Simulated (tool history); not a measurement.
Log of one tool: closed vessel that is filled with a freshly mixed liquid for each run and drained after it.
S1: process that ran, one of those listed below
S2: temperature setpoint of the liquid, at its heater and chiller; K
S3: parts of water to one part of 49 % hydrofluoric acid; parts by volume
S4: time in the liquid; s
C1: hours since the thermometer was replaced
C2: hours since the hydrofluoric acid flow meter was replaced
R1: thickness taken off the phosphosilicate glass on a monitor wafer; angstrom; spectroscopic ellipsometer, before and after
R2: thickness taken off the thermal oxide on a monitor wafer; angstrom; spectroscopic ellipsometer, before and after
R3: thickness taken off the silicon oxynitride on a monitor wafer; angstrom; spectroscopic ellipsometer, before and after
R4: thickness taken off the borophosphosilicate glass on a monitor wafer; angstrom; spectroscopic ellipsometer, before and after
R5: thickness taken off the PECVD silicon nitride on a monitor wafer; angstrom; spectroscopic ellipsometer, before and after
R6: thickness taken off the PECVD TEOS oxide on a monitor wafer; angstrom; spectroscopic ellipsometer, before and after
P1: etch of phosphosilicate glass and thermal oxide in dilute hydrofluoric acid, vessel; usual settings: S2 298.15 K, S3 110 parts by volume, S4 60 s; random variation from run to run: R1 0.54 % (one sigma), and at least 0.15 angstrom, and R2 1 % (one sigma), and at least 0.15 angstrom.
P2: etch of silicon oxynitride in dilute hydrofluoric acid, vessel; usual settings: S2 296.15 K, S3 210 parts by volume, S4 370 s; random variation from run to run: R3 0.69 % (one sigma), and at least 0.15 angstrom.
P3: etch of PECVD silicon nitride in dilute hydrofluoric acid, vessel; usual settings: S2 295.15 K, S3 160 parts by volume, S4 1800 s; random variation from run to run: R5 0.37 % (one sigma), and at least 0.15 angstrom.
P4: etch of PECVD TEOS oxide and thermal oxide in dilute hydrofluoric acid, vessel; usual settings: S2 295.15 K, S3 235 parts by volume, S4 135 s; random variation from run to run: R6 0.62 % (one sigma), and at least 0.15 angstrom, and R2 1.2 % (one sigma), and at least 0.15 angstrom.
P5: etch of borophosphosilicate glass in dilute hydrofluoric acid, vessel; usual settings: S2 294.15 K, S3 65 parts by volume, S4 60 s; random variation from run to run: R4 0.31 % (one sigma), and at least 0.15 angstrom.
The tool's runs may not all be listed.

run	hour	S1	S2	S3	S4	C1	C2	R1	R2	R3	R4	R5	R6
1	6.0	P1	298.15	110	60	747.3	155.3	461.99	27.3890				
2	11.7	P2	296.15	210	590	753.0	161.0			65.156			
3	20.1	P5	294.15	20	60	761.4	169.4				2366.90		
4	25.5	P5	294.15	65	105	766.8	174.8				1210.40		
5	33.8	P3	295.15	160	420	775.1	183.1					42.843	
6	40.0	P1	298.15	110	60	781.3	189.3	459.76	26.6310				
7	45.5	P4	295.15	435	135	786.8	194.8		9.9473				18.323
8	55.5	P2	303.65	210	370	796.8	204.8			56.272			
9	64.7	P3	295.15	285	1800	806.0	214.0					103.720	
10	75.0	P4	295.15	235	195	816.3	224.3		31.6980				58.776
11	83.2	P1	294.15	110	85	824.5	232.5	561.59	33.1440				
12	88.3	P4	290.65	235	135	829.6	237.6		18.9540				34.441
13	93.0	P1	298.15	160	60	834.3	242.3	301.24	17.5520				
14	100.0	P5	294.15	65	60	841.3	249.3				691.67		
15	107.4	P3	295.15	160	1800	848.7	256.7					183.850	
16	114.2	P2	296.15	210	370	855.5	263.5			40.379			
17	122.0	P1	298.15	110	60	863.3	271.3	462.63	26.7400				
18	127.8	P3	290.15	160	1800	869.1	277.1					131.890	
19	136.9	P1	298.15	110	60	878.2	286.2	461.62	27.2250				
20	144.1	P4	295.15	235	135	885.4	293.4		23.1730				41.362
21	149.1	P1	303.65	110	60	890.4	298.4	570.09	34.0350				
22	153.7	P5	301.65	65	60	895.0	303.0				935.09		
23	162.9	P1	298.15	110	60	904.2	312.2	460.20	26.7870				
24	171.5	P2	296.15	305	370	912.8	320.8			26.135			
25	180.3	P1	298.15	30	60	921.6	329.6	1882.00	111.7100				
26	186.8	P1	298.15	110	90	928.1	336.1	693.10	41.7460				
27	196.8	P1	298.15	110	30	938.1	346.1	230.04	13.8500				
28	204.0	P3	295.15	160	1800	945.3	353.3					183.690	
29	210.4	P1	290.65	110	60	951.7	359.7	343.37	20.4600				
30	216.4	P1	298.15	165	85	957.7	365.7	405.33	24.3870				
31	226.4	P1	298.15	110	60	967.7	375.7	463.17	27.4810				
32	234.2	P1	298.15	110	60	975.5	383.5	478.42	28.4700				
33	243.3	P1	298.15	110	60	984.6	392.6	490.89	28.4550				
34	249.4	P1	298.15	110	60	990.7	398.7	487.42	29.6630				
35	255.6	P1	298.15	110	60	996.9	404.9	496.13	29.5770				
36	264.8	P1	298.15	110	60	1006.1	414.1	495.45	29.7530				
37	270.6	P1	298.15	110	60	1011.9	419.9	499.38	29.5330				
38	280.2	P1	298.15	110	60	1021.5	429.5	499.72	29.5070				

What P1 gives has crept away from where it was. These 2 causes fit the log equally well, each at the size given:
A: hydrofluoric acid flow above the setpoint (%) = 6.98
B: liquid hotter than its thermometer reads (K) = 1.98
The creep began at about hour 226.4.

4 check runs are offered, one wafer each, their results left as question marks. Which one tells the causes apart?
check 1	289.8	P4	291.15	365	135				?				?
check 2	289.8	P5	301.15	65	105						?		
check 3	289.8	P3	295.15	220	825							?	
check 4	289.8	P2	296.15	295	370					?			

What each check would give under each cause:
check	result	if A	if B
check 1	R2	12.1610	11.9670
check 1	R6	22.076	21.722
check 2	R4	1725.00	1731.40
check 3	R5	65.716	69.735
check 4	R3	29.406	29.516
How far apart the two closest causes lie, in the result that separates them most: check 1 1.62 %; check 2 0.37 %; check 3 5.94 %; check 4 0.37 %
Check 3 tells the causes apart: in the others they would give nearly the same result.

Then check 3 was run and gave: R5 69.754 angstrom. Which cause is it?

It is B: liquid hotter than its thermometer reads (K).
